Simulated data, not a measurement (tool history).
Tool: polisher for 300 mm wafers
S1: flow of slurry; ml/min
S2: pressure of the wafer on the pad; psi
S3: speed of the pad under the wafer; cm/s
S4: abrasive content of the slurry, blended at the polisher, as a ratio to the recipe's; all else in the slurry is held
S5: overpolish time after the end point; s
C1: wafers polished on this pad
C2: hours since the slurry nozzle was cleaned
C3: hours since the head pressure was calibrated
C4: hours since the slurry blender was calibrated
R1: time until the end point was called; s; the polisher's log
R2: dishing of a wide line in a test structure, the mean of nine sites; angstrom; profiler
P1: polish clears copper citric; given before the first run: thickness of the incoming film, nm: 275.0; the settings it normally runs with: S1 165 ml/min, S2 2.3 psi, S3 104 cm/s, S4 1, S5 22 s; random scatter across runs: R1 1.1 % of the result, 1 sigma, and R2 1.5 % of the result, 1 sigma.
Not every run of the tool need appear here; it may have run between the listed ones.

{"run": 1, "day": 0.492, "S1": 165, "S2": 2.3, "S3": 104, "S4": 1, "S5": 22, "C1": 244, "C2": 227.8, "C3": 177.1, "C4": 170.2, "R1": 140.13, "R2": 276}
{"run": 2, "day": 0.796, "S1": 165, "S2": 2.3, "S3": 104, "S4": 1, "S5": 22, "C1": 278, "C2": 235.1, "C3": 184.4, "C4": 177.5, "R1": 137.21, "R2": 268.95}
{"run": 3, "day": 1.217, "S1": 250, "S2": 2.3, "S3": 104, "S4": 1, "S5": 22, "C1": 326, "C2": 245.2, "C3": 194.5, "C4": 187.6, "R1": 129.45, "R2": 283.43}
{"run": 4, "day": 1.721, "S1": 165, "S2": 2.3, "S3": 104, "S4": 1, "S5": 9, "C1": 383, "C2": 257.3, "C3": 206.6, "C4": 199.7, "R1": 137.8, "R2": 127.46}
{"run": 5, "day": 2.133, "S1": 165, "S2": 1.6, "S3": 104, "S4": 0.55, "S5": 22, "C1": 429, "C2": 267.2, "C3": 216.5, "C4": 209.6, "R1": 222.66, "R2": 182.91}
{"run": 6, "day": 2.371, "S1": 165, "S2": 2.3, "S3": 104, "S4": 1, "S5": 32, "C1": 456, "C2": 272.9, "C3": 222.2, "C4": 215.3, "R1": 134.74, "R2": 360.83}
{"run": 7, "day": 2.654, "S1": 165, "S2": 1.7, "S3": 104, "S4": 1, "S5": 22, "C1": 488, "C2": 279.7, "C3": 229, "C4": 222.1, "R1": 181.38, "R2": 212.28}
{"run": 8, "day": 2.967, "S1": 165, "S2": 2.3, "S3": 104, "S4": 1, "S5": 22, "C1": 524, "C2": 287.2, "C3": 236.5, "C4": 229.6, "R1": 138.57, "R2": 273.16}
{"run": 9, "day": 3.25, "S1": 235, "S2": 3.2, "S3": 104, "S4": 1, "S5": 22, "C1": 556, "C2": 294, "C3": 243.3, "C4": 236.4, "R1": 97.603, "R2": 367.24}
{"run": 10, "day": 3.712, "S1": 165, "S2": 2.3, "S3": 104, "S4": 1.5, "S5": 22, "C1": 608, "C2": 305.1, "C3": 254.4, "C4": 247.5, "R1": 126.03, "R2": 291.77}
{"run": 11, "day": 4.062, "S1": 225, "S2": 1.6, "S3": 104, "S4": 1, "S5": 22, "C1": 647, "C2": 313.5, "C3": 262.8, "C4": 255.9, "R1": 190.24, "R2": 206.51}
{"run": 12, "day": 4.483, "S1": 100, "S2": 2.3, "S3": 104, "S4": 1, "S5": 22, "C1": 695, "C2": 323.6, "C3": 272.9, "C4": 266, "R1": 153.6, "R2": 250.22}
{"run": 13, "day": 4.871, "S1": 165, "S2": 2.3, "S3": 104, "S4": 1, "S5": 22, "C1": 739, "C2": 332.9, "C3": 282.2, "C4": 275.3, "R1": 136.98, "R2": 274.66}
{"run": 14, "day": 5.175, "S1": 165, "S2": 2.3, "S3": 60, "S4": 1, "S5": 22, "C1": 773, "C2": 340.2, "C3": 289.5, "C4": 282.6, "R1": 236.1, "R2": 176.29}
{"run": 15, "day": 5.421, "S1": 165, "S2": 2.3, "S3": 104, "S4": 0.5, "S5": 22, "C1": 801, "C2": 346.1, "C3": 295.4, "C4": 288.5, "R1": 160.11, "R2": 241.23}
{"run": 16, "day": 5.808, "S1": 165, "S2": 3.6, "S3": 104, "S4": 1, "S5": 22, "C1": 845, "C2": 355.4, "C3": 304.7, "C4": 297.8, "R1": 90.858, "R2": 396.64}
{"run": 17, "day": 6.146, "S1": 165, "S2": 2.3, "S3": 134, "S4": 1, "S5": 22, "C1": 883, "C2": 363.5, "C3": 312.8, "C4": 305.9, "R1": 108.49, "R2": 324.92}
{"run": 18, "day": 6.65, "S1": 165, "S2": 2.3, "S3": 104, "S4": 1, "S5": 22, "C1": 940, "C2": 375.6, "C3": 324.9, "C4": 318, "R1": 139.77, "R2": 273.42}
{"run": 19, "day": 7.112, "S1": 165, "S2": 2.3, "S3": 104, "S4": 1, "S5": 22, "C1": 992, "C2": 386.7, "C3": 336, "C4": 329.1, "R1": 145.46, "R2": 261.71}
{"run": 20, "day": 7.358, "S1": 165, "S2": 2.3, "S3": 104, "S4": 1, "S5": 22, "C1": 1020, "C2": 392.6, "C3": 341.9, "C4": 335, "R1": 146.61, "R2": 262.83}
{"run": 21, "day": 7.838, "S1": 165, "S2": 2.3, "S3": 104, "S4": 1, "S5": 22, "C1": 1074, "C2": 404.1, "C3": 353.4, "C4": 346.5, "R1": 149.76, "R2": 253.61}
{"day": 8.108, "done": "slurry blender recalibrated"}
{"run": 22, "day": 8.304, "S1": 165, "S2": 2.3, "S3": 104, "S4": 1, "S5": 22, "C1": 1127, "C2": 415.3, "C3": 364.6, "C4": 4.8, "R1": 151.86, "R2": 254.76}
{"run": 23, "day": 8.617, "S1": 165, "S2": 2.3, "S3": 104, "S4": 1, "S5": 22, "C1": 1162, "C2": 422.8, "C3": 372.1, "C4": 12.3, "R1": 151.17, "R2": 252.55}
{"day": 8.712, "done": "head pressure recalibrated"}
{"run": 24, "day": 9.075, "S1": 165, "S2": 2.3, "S3": 104, "S4": 1, "S5": 22, "C1": 1214, "C2": 433.8, "C3": 8.7, "C4": 23.3, "R1": 154.66, "R2": 252.47}

Run 25 has not been measured yet. What should we expect?
{"run": 25, "day": 9.304, "S1": 165, "S2": 2.3, "S3": 104, "S4": 1, "S5": 22, "C1": 1240, "C2": 439.3, "C3": 14.2, "C4": 28.8, "R1": "?", "R2": "?"}

{"run 25": {"R1": 151.87, "R2": 253.82}}

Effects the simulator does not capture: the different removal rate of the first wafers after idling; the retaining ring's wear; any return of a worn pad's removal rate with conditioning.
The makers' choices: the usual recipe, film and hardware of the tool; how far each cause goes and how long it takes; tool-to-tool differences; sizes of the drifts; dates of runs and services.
